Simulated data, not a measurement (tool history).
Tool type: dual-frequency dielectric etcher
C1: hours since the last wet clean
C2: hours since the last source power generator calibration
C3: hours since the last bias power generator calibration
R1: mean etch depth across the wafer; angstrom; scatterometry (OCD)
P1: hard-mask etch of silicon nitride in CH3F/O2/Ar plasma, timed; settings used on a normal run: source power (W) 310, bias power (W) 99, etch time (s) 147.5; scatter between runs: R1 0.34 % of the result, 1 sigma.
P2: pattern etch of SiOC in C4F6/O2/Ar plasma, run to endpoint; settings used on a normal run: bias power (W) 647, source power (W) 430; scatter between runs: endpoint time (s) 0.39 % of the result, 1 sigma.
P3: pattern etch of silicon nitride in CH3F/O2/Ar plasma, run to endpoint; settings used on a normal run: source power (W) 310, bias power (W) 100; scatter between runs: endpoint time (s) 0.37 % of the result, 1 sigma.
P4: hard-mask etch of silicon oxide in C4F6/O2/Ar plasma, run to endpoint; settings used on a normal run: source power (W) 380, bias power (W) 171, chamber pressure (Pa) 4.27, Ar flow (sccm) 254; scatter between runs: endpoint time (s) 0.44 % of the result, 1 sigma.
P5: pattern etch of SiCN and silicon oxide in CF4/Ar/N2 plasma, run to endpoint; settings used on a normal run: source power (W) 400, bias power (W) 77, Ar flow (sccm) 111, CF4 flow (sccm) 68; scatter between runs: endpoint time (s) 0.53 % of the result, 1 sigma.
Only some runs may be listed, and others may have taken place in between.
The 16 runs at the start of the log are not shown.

{"run": 17, "day": 9.488, "process that ran": "P4", "source power (W)": 380, "bias power (W)": 116, "Ar flow (sccm)": 254, "chamber pressure (Pa)": 4.27, "C1": 408.1, "C2": 1275.0, "C3": 1048.1, "endpoint time (s)": 100.61}
{"run": 18, "day": 9.838, "process that ran": "P1", "source power (W)": 310, "bias power (W)": 118, "etch time (s)": 184.5, "C1": 416.5, "C2": 1283.4, "C3": 1056.5, "R1": 1423.6}
{"run": 19, "day": 10.496, "process that ran": "P2", "source power (W)": 430, "bias power (W)": 647, "C1": 432.3, "C2": 1299.2, "C3": 1072.3, "endpoint time (s)": 13.35}
{"run": 20, "day": 10.917, "process that ran": "P1", "source power (W)": 370, "bias power (W)": 99, "etch time (s)": 147.5, "C1": 442.4, "C2": 1309.3, "C3": 1082.4, "R1": 1143.7}
{"run": 21, "day": 11.338, "process that ran": "P4", "source power (W)": 380, "bias power (W)": 171, "Ar flow (sccm)": 254, "chamber pressure (Pa)": 4.27, "C1": 452.5, "C2": 1319.4, "C3": 1092.5, "endpoint time (s)": 90.27}
{"run": 22, "day": 11.717, "process that ran": "P5", "source power (W)": 400, "bias power (W)": 77, "Ar flow (sccm)": 111, "CF4 flow (sccm)": 88, "C1": 461.6, "C2": 1328.5, "C3": 1101.6, "endpoint time (s)": 11.589}
{"run": 23, "day": 12.329, "process that ran": "P1", "source power (W)": 180, "bias power (W)": 136, "etch time (s)": 147.5, "C1": 476.3, "C2": 1343.2, "C3": 1116.3, "R1": 987.89}
{"day": 12.354, "done": "source power generator calibrated"}
{"run": 24, "day": 12.825, "process that ran": "P3", "source power (W)": 430, "bias power (W)": 100, "C1": 488.2, "C2": 11.4, "C3": 1128.2, "endpoint time (s)": 48.56}
{"run": 25, "day": 13.588, "process that ran": "P1", "source power (W)": 310, "bias power (W)": 99, "etch time (s)": 147.5, "C1": 506.5, "C2": 29.7, "C3": 1146.5, "R1": 1065.0}
{"run": 26, "day": 14.092, "process that ran": "P2", "source power (W)": 430, "bias power (W)": 895, "C1": 518.6, "C2": 41.8, "C3": 1158.6, "endpoint time (s)": 11.887}
{"run": 27, "day": 14.617, "process that ran": "P1", "source power (W)": 310, "bias power (W)": 99, "etch time (s)": 147.5, "C1": 531.2, "C2": 54.4, "C3": 1171.2, "R1": 1069.0}
{"run": 28, "day": 15.004, "process that ran": "P4", "source power (W)": 380, "bias power (W)": 171, "Ar flow (sccm)": 254, "chamber pressure (Pa)": 5.93, "C1": 540.5, "C2": 63.7, "C3": 1180.5, "endpoint time (s)": 93.589}
{"run": 29, "day": 15.65, "process that ran": "P1", "source power (W)": 310, "bias power (W)": 99, "etch time (s)": 103.0, "C1": 556.0, "C2": 79.2, "C3": 1196.0, "R1": 747.79}
{"run": 30, "day": 16.254, "process that ran": "P5", "source power (W)": 400, "bias power (W)": 77, "Ar flow (sccm)": 111, "CF4 flow (sccm)": 68, "C1": 570.5, "C2": 93.7, "C3": 1210.5, "endpoint time (s)": 12.033}
{"run": 31, "day": 16.862, "process that ran": "P5", "source power (W)": 400, "bias power (W)": 77, "Ar flow (sccm)": 111, "CF4 flow (sccm)": 68, "C1": 585.1, "C2": 108.3, "C3": 1225.1, "endpoint time (s)": 11.981}
{"run": 32, "day": 17.388, "process that ran": "P3", "source power (W)": 310, "bias power (W)": 100, "C1": 597.7, "C2": 120.9, "C3": 1237.7, "endpoint time (s)": 55.307}
{"run": 33, "day": 17.733, "process that ran": "P5", "source power (W)": 280, "bias power (W)": 77, "Ar flow (sccm)": 111, "CF4 flow (sccm)": 68, "C1": 606.0, "C2": 129.2, "C3": 1246.0, "endpoint time (s)": 16.452}
{"run": 34, "day": 18.325, "process that ran": "P1", "source power (W)": 310, "bias power (W)": 99, "etch time (s)": 147.5, "C1": 620.2, "C2": 143.4, "C3": 1260.2, "R1": 1066.4}
{"run": 35, "day": 19.058, "process that ran": "P1", "source power (W)": 310, "bias power (W)": 99, "etch time (s)": 147.5, "C1": 637.8, "C2": 161.0, "C3": 1277.8, "R1": 1057.7}

Run 36 has not been measured yet. What should we expect?
{"run": 36, "day": 19.804, "process that ran": "P1", "source power (W)": 310, "bias power (W)": 99, "etch time (s)": 147.5, "C1": 655.7, "C2": 178.9, "C3": 1295.7, "R1": "?"}

R1: 1060.60 angstrom

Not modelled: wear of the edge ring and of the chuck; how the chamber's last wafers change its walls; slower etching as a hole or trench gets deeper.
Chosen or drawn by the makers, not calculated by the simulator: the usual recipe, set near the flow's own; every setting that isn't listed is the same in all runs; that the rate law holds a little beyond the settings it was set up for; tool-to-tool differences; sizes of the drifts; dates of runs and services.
